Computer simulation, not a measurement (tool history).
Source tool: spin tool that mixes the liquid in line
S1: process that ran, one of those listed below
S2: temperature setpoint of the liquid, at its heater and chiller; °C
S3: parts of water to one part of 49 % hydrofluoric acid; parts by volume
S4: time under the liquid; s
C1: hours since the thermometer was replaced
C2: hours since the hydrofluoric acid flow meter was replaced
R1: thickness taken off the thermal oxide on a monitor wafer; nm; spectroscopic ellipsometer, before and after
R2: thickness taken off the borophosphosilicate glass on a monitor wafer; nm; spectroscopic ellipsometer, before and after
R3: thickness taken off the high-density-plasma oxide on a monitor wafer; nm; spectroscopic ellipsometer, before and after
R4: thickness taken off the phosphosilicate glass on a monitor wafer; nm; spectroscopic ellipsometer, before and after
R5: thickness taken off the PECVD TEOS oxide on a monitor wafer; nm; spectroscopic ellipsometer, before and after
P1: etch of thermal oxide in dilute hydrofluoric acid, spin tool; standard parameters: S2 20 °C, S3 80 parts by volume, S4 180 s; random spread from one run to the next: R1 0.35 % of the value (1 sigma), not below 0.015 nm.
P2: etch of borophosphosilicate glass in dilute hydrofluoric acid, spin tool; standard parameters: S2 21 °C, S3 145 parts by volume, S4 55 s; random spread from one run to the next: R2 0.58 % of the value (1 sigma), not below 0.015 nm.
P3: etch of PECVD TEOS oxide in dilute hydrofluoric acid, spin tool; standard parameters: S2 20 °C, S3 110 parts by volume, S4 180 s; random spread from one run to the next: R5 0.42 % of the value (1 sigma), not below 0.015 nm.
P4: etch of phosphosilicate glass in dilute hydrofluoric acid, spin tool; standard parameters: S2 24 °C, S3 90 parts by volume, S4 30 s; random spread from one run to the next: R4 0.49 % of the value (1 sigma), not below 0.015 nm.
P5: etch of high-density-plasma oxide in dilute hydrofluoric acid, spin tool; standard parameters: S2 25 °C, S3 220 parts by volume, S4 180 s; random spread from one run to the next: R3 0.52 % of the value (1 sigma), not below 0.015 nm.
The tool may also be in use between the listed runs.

Run 1, day 0.6: S1 P1, S2 20 °C, S3 80 parts by volume, S4 180 s; C1 350.4; C2 525.5. Result: R1 9.3168 nm.
Run 2, day 1.183: S1 P1, S2 20 °C, S3 80 parts by volume, S4 180 s; C1 364.4; C2 539.5. Result: R1 9.3873 nm.
Run 3, day 1.6: S1 P2, S2 21 °C, S3 145 parts by volume, S4 15 s; C1 374.4; C2 549.5. Result: R2 3.2863 nm.
Run 4, day 2.1: S1 P5, S2 25 °C, S3 220 parts by volume, S4 180 s; C1 386.4; C2 561.5. Result: R3 6.8661 nm.
Run 5, day 2.738: S1 P2, S2 21 °C, S3 75 parts by volume, S4 55 s; C1 401.7; C2 576.8. Result: R2 25.534 nm.
Run 6, day 3.212: S1 P1, S2 20 °C, S3 35 parts by volume, S4 180 s; C1 413.1; C2 588.2. Result: R1 22.605 nm.
Run 7, day 3.621: S1 P5, S2 25 °C, S3 375 parts by volume, S4 180 s; C1 422.9; C2 598. Result: R3 3.4045 nm.
Run 8, day 4.054: S1 P1, S2 20 °C, S3 125 parts by volume, S4 180 s; C1 433.3; C2 608.4. Result: R1 5.6886 nm.
Run 9, day 4.742: S1 P5, S2 30.5 °C, S3 220 parts by volume, S4 180 s; C1 449.8; C2 624.9. Result: R3 8.2834 nm.
Run 10, day 5.412: S1 P1, S2 20 °C, S3 80 parts by volume, S4 180 s; C1 465.9; C2 641. Result: R1 9.3679 nm.
Run 11, day 6.008: S1 P4, S2 24 °C, S3 90 parts by volume, S4 30 s; C1 480.2; C2 655.3. Result: R4 31.513 nm.
Run 12, day 6.592: S1 P1, S2 20 °C, S3 80 parts by volume, S4 180 s; C1 494.2; C2 669.3. Result: R1 9.2773 nm.
Run 13, day 7.317: S1 P1, S2 20 °C, S3 80 parts by volume, S4 365 s; C1 511.6; C2 686.7. Result: R1 18.979 nm.
Run 14, day 7.979: S1 P1, S2 20 °C, S3 80 parts by volume, S4 70 s; C1 527.5; C2 702.6. Result: R1 3.641 nm.
Run 15, day 8.296: S1 P1, S2 24 °C, S3 80 parts by volume, S4 295 s; C1 535.1; C2 710.2. Result: R1 18.122 nm.
Run 16, day 8.688: S1 P3, S2 20 °C, S3 200 parts by volume, S4 180 s; C1 544.5; C2 719.6. Result: R5 11.898 nm.
Run 17, day 9.15: S1 P4, S2 24 °C, S3 25 parts by volume, S4 30 s; C1 555.6; C2 730.7. Result: R4 124.25 nm.
Run 18, day 9.692: S1 P3, S2 17 °C, S3 110 parts by volume, S4 180 s; C1 568.6; C2 743.7. Result: R5 20.989 nm.
Run 19, day 10.304: S1 P5, S2 25 °C, S3 220 parts by volume, S4 360 s; C1 583.3; C2 758.4. Result: R3 13.552 nm.
At day 10.846: thermometer replaced.
Run 20, day 10.908: S1 P3, S2 20 °C, S3 110 parts by volume, S4 180 s; C1 1.5; C2 772.9. Result: R5 23.878 nm.
Run 21, day 11.425: S1 P1, S2 17 °C, S3 80 parts by volume, S4 180 s; C1 13.9; C2 785.3. Result: R1 8.2807 nm.
Run 22, day 12.158: S1 P1, S2 20 °C, S3 25 parts by volume, S4 310 s; C1 31.5; C2 802.9. Result: R1 54.732 nm.
Run 23, day 12.725: S1 P4, S2 17 °C, S3 90 parts by volume, S4 30 s; C1 45.1; C2 816.5. Result: R4 23.459 nm.
Run 24, day 13.358: S1 P4, S2 24 °C, S3 90 parts by volume, S4 30 s; C1 60.3; C2 831.7. Result: R4 31.248 nm.
Run 25, day 13.754: S1 P2, S2 17 °C, S3 145 parts by volume, S4 55 s; C1 69.8; C2 841.2. Result: R2 10.328 nm.
Run 26, day 14.317: S1 P1, S2 26.5 °C, S3 80 parts by volume, S4 180 s; C1 83.3; C2 854.7. Result: R1 12.145 nm.
Run 27, day 14.65: S1 P4, S2 24 °C, S3 90 parts by volume, S4 55 s; C1 91.3; C2 862.7. Result: R4 57.575 nm.
At day 14.783: hydrofluoric acid flow meter replaced.
Run 28, day 15.2: S1 P3, S2 20 °C, S3 110 parts by volume, S4 35 s; C1 104.5; C2 10.1. Result: R5 4.6196 nm.
Run 29, day 15.933: S1 P2, S2 21 °C, S3 145 parts by volume, S4 55 s; C1 122.1; C2 27.7. Result: R2 11.932 nm.
Run 30, day 16.4: S1 P1, S2 20 °C, S3 80 parts by volume, S4 180 s; C1 133.3; C2 38.9. Result: R1 9.4275 nm.
Run 31, day 16.942: S1 P1, S2 20 °C, S3 80 parts by volume, S4 180 s; C1 146.3; C2 51.9. Result: R1 9.3948 nm.
Run 32, day 17.279: S1 P5, S2 25 °C, S3 220 parts by volume, S4 180 s; C1 154.4; C2 60. Result: R3 6.8336 nm.
Run 33, day 17.633: S1 P1, S2 17 °C, S3 80 parts by volume, S4 35 s; C1 162.9; C2 68.5. Result: R1 1.6037 nm.
Run 34, day 17.967: S1 P1, S2 20 °C, S3 80 parts by volume, S4 180 s; C1 170.9; C2 76.5. Result: R1 9.3814 nm.
Run 35, day 18.579: S1 P1, S2 20 °C, S3 80 parts by volume, S4 180 s; C1 185.6; C2 91.2. Result: R1 9.8295 nm.
Run 36, day 19.192: S1 P1, S2 20 °C, S3 80 parts by volume, S4 180 s; C1 200.3; C2 105.9. Result: R1 10.184 nm.
Run 37, day 19.875: S1 P1, S2 20 °C, S3 80 parts by volume, S4 180 s; C1 216.7; C2 122.3. Result: R1 10.255 nm.
Run 38, day 20.429: S1 P1, S2 20 °C, S3 80 parts by volume, S4 180 s; C1 230; C2 135.6. Result: R1 10.284 nm.
Run 39, day 20.804: S1 P1, S2 20 °C, S3 80 parts by volume, S4 180 s; C1 239; C2 144.6. Result: R1 10.319 nm.
Run 40, day 21.367: S1 P1, S2 20 °C, S3 80 parts by volume, S4 180 s; C1 252.5; C2 158.1. Result: R1 10.275 nm.

The output of P1 has drifted from where it used to be. Each of the 2 causes below, taken at the size shown beside it, accounts for the log equally well:
A: liquid hotter than its thermometer reads (K) = 2.37
B: hydrofluoric acid flow above the setpoint (%) = 9.36
The gradual shift began around day 17.967.

Each of the check runs listed below is run on 2 wafers and reports their average, with the results left as question marks. Pick the one under which the possible causes would lead to clearly different results.
Run check 1, day 21.929: S1 P5, S2 28.5 °C, S3 220 parts by volume, S4 180 s. Result: R3 ?.
Run check 2, day 21.929: S1 P4, S2 24 °C, S3 30 parts by volume, S4 45 s. Result: R4 ?.
Run check 3, day 21.929: S1 P3, S2 17 °C, S3 110 parts by volume, S4 180 s. Result: R5 ?.
Run check 4, day 21.929: S1 P2, S2 17 °C, S3 145 parts by volume, S4 25 s. Result: R2 ?.

How each check would come out, cause by cause:
  check  result    if A    if B
check 1      R3  8.3705  8.6304
check 2      R4  168.83  167.94
check 3      R5  23.084  23.103
check 4      R2  5.1333  5.1609
Per check, the gap between the least separated pair of causes, taken in the result that splits them most: check 1 3.06 %; check 2 0.53 %; check 3 0.08 %; check 4 0.54 %
Of the check runs offered, only check 1 discriminates between the causes; the rest would read about the same regardless of which cause applies.

With check 1 done, the readings were: R3 8.3722 nm. Identify which of the listed causes applies.

It was cause A: liquid hotter than its thermometer reads (K).
